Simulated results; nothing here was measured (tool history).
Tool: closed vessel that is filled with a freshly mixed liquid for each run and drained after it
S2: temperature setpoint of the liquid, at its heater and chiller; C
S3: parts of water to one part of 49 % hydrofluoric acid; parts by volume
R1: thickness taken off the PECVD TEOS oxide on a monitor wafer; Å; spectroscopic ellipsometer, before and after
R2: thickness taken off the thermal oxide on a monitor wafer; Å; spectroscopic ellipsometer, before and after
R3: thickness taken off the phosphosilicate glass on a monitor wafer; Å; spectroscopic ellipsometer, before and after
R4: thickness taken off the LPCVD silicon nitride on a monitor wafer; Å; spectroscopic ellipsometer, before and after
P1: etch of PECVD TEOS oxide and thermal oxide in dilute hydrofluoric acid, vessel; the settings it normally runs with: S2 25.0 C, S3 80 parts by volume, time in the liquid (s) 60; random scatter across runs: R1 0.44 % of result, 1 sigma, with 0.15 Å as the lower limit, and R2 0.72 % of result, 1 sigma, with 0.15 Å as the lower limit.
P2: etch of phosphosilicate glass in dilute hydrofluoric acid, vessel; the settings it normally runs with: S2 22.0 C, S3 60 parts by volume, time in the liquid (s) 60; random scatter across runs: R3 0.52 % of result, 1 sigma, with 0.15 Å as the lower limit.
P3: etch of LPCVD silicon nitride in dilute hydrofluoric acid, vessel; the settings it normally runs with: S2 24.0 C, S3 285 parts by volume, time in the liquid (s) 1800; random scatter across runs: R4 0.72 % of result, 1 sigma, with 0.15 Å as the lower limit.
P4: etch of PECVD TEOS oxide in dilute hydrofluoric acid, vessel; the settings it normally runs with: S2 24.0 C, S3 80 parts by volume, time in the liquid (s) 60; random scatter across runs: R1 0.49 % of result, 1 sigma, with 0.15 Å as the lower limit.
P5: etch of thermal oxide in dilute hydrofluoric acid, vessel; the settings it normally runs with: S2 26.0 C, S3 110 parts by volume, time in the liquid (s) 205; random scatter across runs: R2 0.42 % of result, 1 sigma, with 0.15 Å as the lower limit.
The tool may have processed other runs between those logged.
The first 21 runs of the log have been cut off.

run 22 hour=326.3 | process_that_ran=P4 S2=24.0 S3=80 time_in_the_liquid_(s)=60 | R1=121.450
run 23 hour=339.9 | process_that_ran=P5 S2=30.5 S3=110 time_in_the_liquid_(s)=205 | R2=107.780
run 24 hour=356.7 | process_that_ran=P1 S2=28.5 S3=80 time_in_the_liquid_(s)=30 | R1=130.640 R2=22.257
run 25 hour=365.4 | process_that_ran=P3 S2=24.0 S3=285 time_in_the_liquid_(s)=2905 | R4=53.508
run 26 hour=376.4 | process_that_ran=P2 S2=22.0 S3=60 time_in_the_liquid_(s)=60 | R3=603.77
run 27 hour=388.3 | process_that_ran=P2 S2=27.0 S3=60 time_in_the_liquid_(s)=60 | R3=738.47
run 28 hour=403.0 | process_that_ran=P1 S2=25.0 S3=80 time_in_the_liquid_(s)=30 | R1=112.970 R2=19.220
run 29 hour=417.0 | process_that_ran=P2 S2=22.0 S3=60 time_in_the_liquid_(s)=60 | R3=610.34

Expected results for the next run?
run 30 hour=435.6 | process_that_ran=P1 S2=18.0 S3=80 time_in_the_liquid_(s)=60 | R1=? R2=?

Run 30 came out at R1 171.140 Å, R2 28.847 Å.
